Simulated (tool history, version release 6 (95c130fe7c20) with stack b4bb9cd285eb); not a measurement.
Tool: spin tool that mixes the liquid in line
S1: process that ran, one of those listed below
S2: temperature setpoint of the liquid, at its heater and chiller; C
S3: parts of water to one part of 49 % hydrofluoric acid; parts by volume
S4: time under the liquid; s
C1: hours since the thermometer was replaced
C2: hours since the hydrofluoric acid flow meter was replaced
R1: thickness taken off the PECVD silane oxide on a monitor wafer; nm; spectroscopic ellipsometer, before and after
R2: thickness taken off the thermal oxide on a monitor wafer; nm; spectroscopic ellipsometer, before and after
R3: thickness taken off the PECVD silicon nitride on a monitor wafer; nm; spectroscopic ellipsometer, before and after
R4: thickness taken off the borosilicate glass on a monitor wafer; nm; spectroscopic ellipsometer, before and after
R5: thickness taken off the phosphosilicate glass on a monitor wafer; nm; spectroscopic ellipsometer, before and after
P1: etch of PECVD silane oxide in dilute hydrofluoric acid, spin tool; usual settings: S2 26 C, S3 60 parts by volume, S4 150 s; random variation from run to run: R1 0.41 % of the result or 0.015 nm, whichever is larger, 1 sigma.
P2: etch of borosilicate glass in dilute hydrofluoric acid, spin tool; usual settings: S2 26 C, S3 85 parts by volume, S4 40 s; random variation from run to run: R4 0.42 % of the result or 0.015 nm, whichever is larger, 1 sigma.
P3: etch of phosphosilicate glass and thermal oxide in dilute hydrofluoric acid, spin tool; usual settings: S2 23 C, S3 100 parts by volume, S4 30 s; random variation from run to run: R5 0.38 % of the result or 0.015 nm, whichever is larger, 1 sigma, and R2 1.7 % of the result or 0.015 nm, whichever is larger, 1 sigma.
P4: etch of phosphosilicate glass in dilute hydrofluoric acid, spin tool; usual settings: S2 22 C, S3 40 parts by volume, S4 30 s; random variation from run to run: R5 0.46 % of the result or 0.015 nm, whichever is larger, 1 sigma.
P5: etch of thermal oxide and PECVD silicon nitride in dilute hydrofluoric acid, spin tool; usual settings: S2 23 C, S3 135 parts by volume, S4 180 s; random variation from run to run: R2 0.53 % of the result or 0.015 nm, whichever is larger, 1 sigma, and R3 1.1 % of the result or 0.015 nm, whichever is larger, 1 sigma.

| run | hour | S1 | S2 | S3 | S4 | C1 | C2 | R1 | R2 | R3 | R4 | R5 |
|---|---|---|---|---|---|---|---|---|---|---|---|---|
| 1 | 12.9 | P1 | 26 | 60 | 150 | 1419.9 | 765.1 | 41.162 |  |  |  |  |
| 2 | 22.4 | P1 | 20.5 | 60 | 150 | 1429.4 | 774.6 | 32.628 |  |  |  |  |
| 3 | 31.9 | P1 | 26 | 40 | 150 | 1438.9 | 784.1 | 63.644 |  |  |  |  |
| 4 | 42.8 | P5 | 23 | 135 | 275 | 1449.8 | 795 |  | 8.7801 | 3.9549 |  |  |
| 5 | 57.1 | P1 | 32.5 | 95 | 150 | 1464.1 | 809.3 | 31.633 |  |  |  |  |
| 6 | 71.8 | P5 | 23 | 50 | 180 | 1478.8 | 824 |  | 17.208 | 7.0257 |  |  |
| 7 | 82.9 | P2 | 26 | 85 | 40 | 1489.9 | 835.1 |  |  |  | 16.489 |  |
| 8 | 93.1 | P1 | 26 | 60 | 150 | 1500.1 | 845.3 | 41.007 |  |  |  |  |
| 9 | 105.1 | P5 | 27 | 135 | 180 | 1512.1 | 857.3 |  | 6.7126 | 3.4627 |  |  |
| 10 | 115.6 | P1 | 26 | 60 | 150 | 1522.6 | 867.8 | 41.2 |  |  |  |  |
| 11 | 126.8 | P4 | 22 | 40 | 60 | 1533.8 | 879 |  |  |  |  | 297.59 |
| 12 | 134.7 | P4 | 26 | 40 | 30 | 1541.7 | 886.9 |  |  |  |  | 174.63 |
| 13 | 145 | P2 | 26 | 85 | 40 | 1552 | 897.2 |  |  |  | 16.397 |  |
|  | 149.1 | thermometer replaced |
| 14 | 156.5 | P5 | 23 | 135 | 180 | 7.5 | 908.7 |  | 5.7491 | 2.6374 |  |  |
| 15 | 167.8 | P2 | 31 | 85 | 40 | 18.8 | 920 |  |  |  | 20.087 |  |
| 16 | 177.9 | P1 | 33.5 | 60 | 150 | 28.9 | 930.1 | 54.969 |  |  |  |  |
| 17 | 191.9 | P1 | 26 | 60 | 240 | 42.9 | 944.1 | 66.007 |  |  |  |  |
| 18 | 206.9 | P2 | 26 | 85 | 70 | 57.9 | 959.1 |  |  |  | 28.702 |  |
| 19 | 218.1 | P1 | 26 | 60 | 150 | 69.1 | 970.3 | 41.29 |  |  |  |  |
| 20 | 226.3 | P3 | 23 | 100 | 60 | 77.3 | 978.5 |  | 2.8074 |  |  | 75.809 |
| 21 | 234.3 | P4 | 22 | 40 | 30 | 85.3 | 986.5 |  |  |  |  | 149.32 |
| 22 | 245.3 | P1 | 26 | 60 | 150 | 96.3 | 997.5 | 41.181 |  |  |  |  |
| 23 | 257.8 | P2 | 26 | 50 | 40 | 108.8 | 1010 |  |  |  | 29.417 |  |
| 24 | 266.2 | P3 | 23 | 160 | 30 | 117.2 | 1018.4 |  | 0.82258 |  |  | 22.173 |
| 25 | 276.1 | P4 | 22 | 40 | 30 | 127.1 | 1028.3 |  |  |  |  | 149.57 |
| 26 | 287.2 | P1 | 26 | 60 | 40 | 138.2 | 1039.4 | 10.842 |  |  |  |  |
| 27 | 295.4 | P3 | 17.5 | 100 | 30 | 146.4 | 1047.6 |  | 1.1272 |  |  | 30.074 |
| 28 | 302.3 | P1 | 26 | 105 | 150 | 153.3 | 1054.5 | 22.076 |  |  |  |  |
| 29 | 316.2 | P3 | 23 | 100 | 30 | 167.2 | 1068.4 |  | 1.4015 |  |  | 37.909 |
| 30 | 330.1 | P4 | 22 | 20 | 30 | 181.1 | 1082.3 |  |  |  |  | 307.65 |
| 31 | 340.3 | P1 | 26 | 60 | 150 | 191.3 | 1092.5 | 41.385 |  |  |  |  |
| 32 | 352 | P1 | 26 | 60 | 150 | 203 | 1104.2 | 40.183 |  |  |  |  |
| 33 | 358.9 | P1 | 26 | 60 | 150 | 209.9 | 1111.1 | 39.665 |  |  |  |  |
| 34 | 373.1 | P1 | 26 | 60 | 150 | 224.1 | 1125.3 | 38.499 |  |  |  |  |
| 35 | 386 | P1 | 26 | 60 | 150 | 237 | 1138.2 | 38.384 |  |  |  |  |
| 36 | 398.6 | P1 | 26 | 60 | 150 | 249.6 | 1150.8 | 37.905 |  |  |  |  |
| 37 | 411.6 | P1 | 26 | 60 | 150 | 262.6 | 1163.8 | 37.825 |  |  |  |  |
| 38 | 424.1 | P1 | 26 | 60 | 150 | 275.1 | 1176.3 | 37.709 |  |  |  |  |
| 39 | 432.4 | P1 | 26 | 60 | 150 | 283.4 | 1184.6 | 37.941 |  |  |  |  |
| 40 | 439.5 | P1 | 26 | 60 | 150 | 290.5 | 1191.7 | 37.637 |  |  |  |  |
| 41 | 452.7 | P1 | 26 | 60 | 150 | 303.7 | 1204.9 | 37.65 |  |  |  |  |

What P1 gives has crept away from where it was. These 2 causes fit the log equally well, each at the size given:
A: liquid colder than its thermometer reads (K) = 2.16
B: hydrofluoric acid flow below the setpoint (%) = 7.73
The creep began at about hour 340.3.

4 check runs are offered, each on 2 wafers whose results are averaged, their results left as question marks. Which one tells the causes apart?
| check 1 | 465.9 | P2 | 26 | 85 | 40 |  |  |  |  |  | ? |  |
| check 2 | 465.9 | P5 | 23 | 135 | 180 |  |  |  | ? | ? |  |  |
| check 3 | 465.9 | P3 | 23 | 100 | 30 |  |  |  | ? |  |  | ? |
| check 4 | 465.9 | P4 | 22 | 40 | 30 |  |  |  |  |  |  | ? |

What each check would give under each cause:
| check | result | if A | if B |
|---|---|---|---|
| check 1 | R4 | 15.123 | 15.064 |
| check 2 | R2 | 5.2675 | 5.2251 |
| check 2 | R3 | 2.2896 | 2.4396 |
| check 3 | R2 | 1.2791 | 1.2749 |
| check 3 | R5 | 34.787 | 34.674 |
| check 4 | R5 | 136.28 | 137.25 |
How far apart the two closest causes lie, in the result that separates them most: check 1 0.39 %; check 2 6.35 %; check 3 0.33 %; check 4 0.71 %
Check 2 tells the causes apart: in the others they would give nearly the same result.

Then check 2 was run and gave: R2 5.244 nm; R3 2.2834 nm. Which cause is it?

It is A: liquid colder than its thermometer reads (K).

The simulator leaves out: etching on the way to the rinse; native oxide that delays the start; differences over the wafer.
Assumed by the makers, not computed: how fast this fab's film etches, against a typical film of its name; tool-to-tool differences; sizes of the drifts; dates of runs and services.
